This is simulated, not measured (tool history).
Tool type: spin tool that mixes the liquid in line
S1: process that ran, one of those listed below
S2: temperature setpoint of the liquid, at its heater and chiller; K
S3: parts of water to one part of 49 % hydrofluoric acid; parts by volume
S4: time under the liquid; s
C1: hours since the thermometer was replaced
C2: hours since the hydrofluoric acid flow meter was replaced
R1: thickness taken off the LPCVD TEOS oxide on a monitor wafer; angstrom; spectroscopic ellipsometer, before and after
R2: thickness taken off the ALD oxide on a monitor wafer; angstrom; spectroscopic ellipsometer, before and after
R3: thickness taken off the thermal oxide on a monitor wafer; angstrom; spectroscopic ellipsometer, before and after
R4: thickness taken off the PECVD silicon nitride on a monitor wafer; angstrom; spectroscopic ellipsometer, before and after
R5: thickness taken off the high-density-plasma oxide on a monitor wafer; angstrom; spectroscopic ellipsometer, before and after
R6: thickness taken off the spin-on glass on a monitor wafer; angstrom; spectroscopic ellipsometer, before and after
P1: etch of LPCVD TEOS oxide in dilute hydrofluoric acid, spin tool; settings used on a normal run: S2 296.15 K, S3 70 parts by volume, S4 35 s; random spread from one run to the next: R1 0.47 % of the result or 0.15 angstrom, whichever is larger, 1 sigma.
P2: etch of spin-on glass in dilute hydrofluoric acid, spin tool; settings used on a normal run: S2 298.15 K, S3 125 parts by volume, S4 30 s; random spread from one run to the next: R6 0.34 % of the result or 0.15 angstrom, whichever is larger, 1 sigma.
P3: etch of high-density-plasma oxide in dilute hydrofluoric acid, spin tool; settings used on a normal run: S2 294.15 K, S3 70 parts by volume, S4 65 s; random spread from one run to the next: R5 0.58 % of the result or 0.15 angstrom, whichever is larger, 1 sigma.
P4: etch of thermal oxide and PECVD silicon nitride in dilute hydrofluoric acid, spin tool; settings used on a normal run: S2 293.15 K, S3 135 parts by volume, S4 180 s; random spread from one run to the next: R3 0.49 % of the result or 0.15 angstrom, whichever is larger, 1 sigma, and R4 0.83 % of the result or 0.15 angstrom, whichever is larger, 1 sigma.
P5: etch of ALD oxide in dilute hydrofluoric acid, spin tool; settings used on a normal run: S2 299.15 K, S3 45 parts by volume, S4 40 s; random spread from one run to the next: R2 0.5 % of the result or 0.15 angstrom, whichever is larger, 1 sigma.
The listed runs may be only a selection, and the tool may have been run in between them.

run 1 day=0.492 | S1=P1 S2=296.15 S3=70 S4=35 | C1=1554 C2=660.6 | R1=229.57
run 2 day=1.217 | S1=P5 S2=299.15 S3=45 S4=40 | C1=1571.4 C2=678 | R2=112.61
run 3 day=1.833 | S1=P1 S2=296.15 S3=105 S4=35 | C1=1586.2 C2=692.8 | R1=147.45
run 4 day=2.525 | S1=P4 S2=293.15 S3=30 S4=180 | C1=1602.8 C2=709.4 | R3=248.94 R4=117.75
run 5 day=2.933 | S1=P1 S2=296.15 S3=20 S4=60 | C1=1612.6 C2=719.2 | R1=1472.7
run 6 day=3.429 | S1=P1 S2=296.15 S3=70 S4=35 | C1=1624.5 C2=731.1 | R1=230.78
run 7 day=4.021 | S1=P3 S2=294.15 S3=130 S4=65 | C1=1638.7 C2=745.3 | R5=24.272
run 8 day=4.642 | S1=P2 S2=298.15 S3=125 S4=15 | C1=1653.6 C2=760.2 | R6=69.152
run 9 day=5.046 | S1=P1 S2=296.15 S3=70 S4=15 | C1=1663.3 C2=769.9 | R1=97.662
run 10 day=5.762 | S1=P1 S2=296.15 S3=70 S4=35 | C1=1680.5 C2=787.1 | R1=230
run 11 day=6.138 | S1=P3 S2=294.15 S3=70 S4=65 | C1=1689.5 C2=796.1 | R5=47.885
run 12 day=6.554 | S1=P4 S2=293.15 S3=135 S4=180 | C1=1699.5 C2=806.1 | R3=49.286 R4=27.177
run 13 day=7.271 | S1=P2 S2=298.15 S3=55 S4=30 | C1=1716.7 C2=823.3 | R6=344.87
run 14 day=7.7 | S1=P4 S2=293.15 S3=135 S4=320 | C1=1727 C2=833.6 | R3=88.175 R4=48.134
run 15 day=8.338 | S1=P5 S2=299.15 S3=70 S4=40 | C1=1742.3 C2=848.9 | R2=70.396
run 16 day=8.796 | S1=P4 S2=290.15 S3=135 S4=180 | C1=1753.3 C2=859.9 | R3=43.965 R4=22.108
run 17 day=9.338 | S1=P1 S2=296.15 S3=45 S4=35 | C1=1766.3 C2=872.9 | R1=374.02
run 18 day=9.717 | S1=P2 S2=298.15 S3=125 S4=30 | C1=1775.4 C2=882 | R6=137.37
run 19 day=10.204 | S1=P1 S2=296.15 S3=70 S4=35 | C1=1787.1 C2=893.7 | R1=230.25
run 20 day=10.646 | S1=P1 S2=296.15 S3=95 S4=20 | C1=1797.7 C2=904.3 | R1=94.217
run 21 day=10.983 | S1=P3 S2=294.15 S3=70 S4=15 | C1=1805.8 C2=912.4 | R5=10.81
run 22 day=11.554 | S1=P1 S2=301.15 S3=70 S4=35 | C1=1819.5 C2=926.1 | R1=281.36
run 23 day=12.188 | S1=P3 S2=290.15 S3=70 S4=65 | C1=1834.7 C2=941.3 | R5=40.256
run 24 day=12.779 | S1=P5 S2=299.15 S3=45 S4=40 | C1=1848.9 C2=955.5 | R2=112.66
run 25 day=13.121 | S1=P5 S2=299.15 S3=45 S4=60 | C1=1857.1 C2=963.7 | R2=169.36
run 26 day=13.571 | S1=P1 S2=290.15 S3=70 S4=35 | C1=1867.9 C2=974.5 | R1=179.08
run 27 day=13.996 | S1=P5 S2=292.65 S3=45 S4=40 | C1=1878.1 C2=984.7 | R2=86.101
run 28 day=14.329 | S1=P2 S2=292.65 S3=125 S4=30 | C1=1886.1 C2=992.7 | R6=111.29
run 29 day=14.642 | S1=P1 S2=296.15 S3=70 S4=35 | C1=1893.6 C2=1000.2 | R1=231.76
run 30 day=15.208 | S1=P1 S2=296.15 S3=70 S4=60 | C1=1907.2 C2=1013.8 | R1=397.56
run 31 day=15.733 | S1=P1 S2=296.15 S3=70 S4=35 | C1=1919.8 C2=1026.4 | R1=231.41
run 32 day=16.062 | S1=P1 S2=296.15 S3=70 S4=35 | C1=1927.7 C2=1034.3 | R1=231.72
run 33 day=16.638 | S1=P1 S2=296.15 S3=70 S4=35 | C1=1941.5 C2=1048.1 | R1=227.12
run 34 day=17.029 | S1=P1 S2=296.15 S3=70 S4=35 | C1=1950.9 C2=1057.5 | R1=223.49
run 35 day=17.383 | S1=P1 S2=296.15 S3=70 S4=35 | C1=1959.4 C2=1066 | R1=223.88
run 36 day=17.858 | S1=P1 S2=296.15 S3=70 S4=35 | C1=1970.8 C2=1077.4 | R1=221.57
run 37 day=18.571 | S1=P1 S2=296.15 S3=70 S4=35 | C1=1987.9 C2=1094.5 | R1=219.18
run 38 day=18.946 | S1=P1 S2=296.15 S3=70 S4=35 | C1=1996.9 C2=1103.5 | R1=220.45
run 39 day=19.575 | S1=P1 S2=296.15 S3=70 S4=35 | C1=2012 C2=1118.6 | R1=219.44
run 40 day=20.221 | S1=P1 S2=296.15 S3=70 S4=35 | C1=2027.5 C2=1134.1 | R1=219.3
run 41 day=20.662 | S1=P1 S2=296.15 S3=70 S4=35 | C1=2038.1 C2=1144.7 | R1=217.26
run 42 day=21.321 | S1=P1 S2=296.15 S3=70 S4=35 | C1=2053.9 C2=1160.5 | R1=217.27
run 43 day=21.788 | S1=P1 S2=296.15 S3=70 S4=35 | C1=2065.1 C2=1171.7 | R1=218.86

What P1 gives has crept off from where it sat before. The 2 causes that follow fit the log equally well, each at the size noted:
A: hydrofluoric acid flow below the setpoint (%) = 5.31
B: liquid colder than its thermometer reads (K) = 1.45
The process output started creeping at around day 16.062.

The list below offers 4 check runs, each averaging the results of 2 wafers, and shows each result as a question mark. For which of them would the listed causes give clearly different results?
run check 1 day=22.254 | S1=P3 S2=294.15 S3=90 S4=25 | R5=?
run check 2 day=22.254 | S1=P4 S2=290.15 S3=35 S4=180 | R3=? R4=?
run check 3 day=22.254 | S1=P5 S2=294.15 S3=45 S4=40 | R2=?
run check 4 day=22.254 | S1=P2 S2=298.15 S3=65 S4=30 | R6=?

Predicted outcomes, by check and by cause:
check=check_1 result=R5 if_A=13.157 if_B=13.166
check=check_2 result=R3 if_A=177.59 if_B=176.29
check=check_2 result=R4 if_A=78.772 if_B=74.803
check=check_3 result=R2 if_A=86.817 if_B=86.465
check=check_4 result=R6 if_A=270.11 if_B=270.28
Distance between the nearest two causes, measured in the result of the check that separates them most: check 1 0.06 %; check 2 5.17 %; check 3 0.41 %; check 4 0.06 %
Check 2 distinguishes between the causes, while the remaining checks would return nearly the same result for all of them.

Running check 2 produced the following: R3 177.59 angstrom; R4 79.019 angstrom. Which one of the listed causes fits?

The correct cause is A, namely: hydrofluoric acid flow below the setpoint (%).

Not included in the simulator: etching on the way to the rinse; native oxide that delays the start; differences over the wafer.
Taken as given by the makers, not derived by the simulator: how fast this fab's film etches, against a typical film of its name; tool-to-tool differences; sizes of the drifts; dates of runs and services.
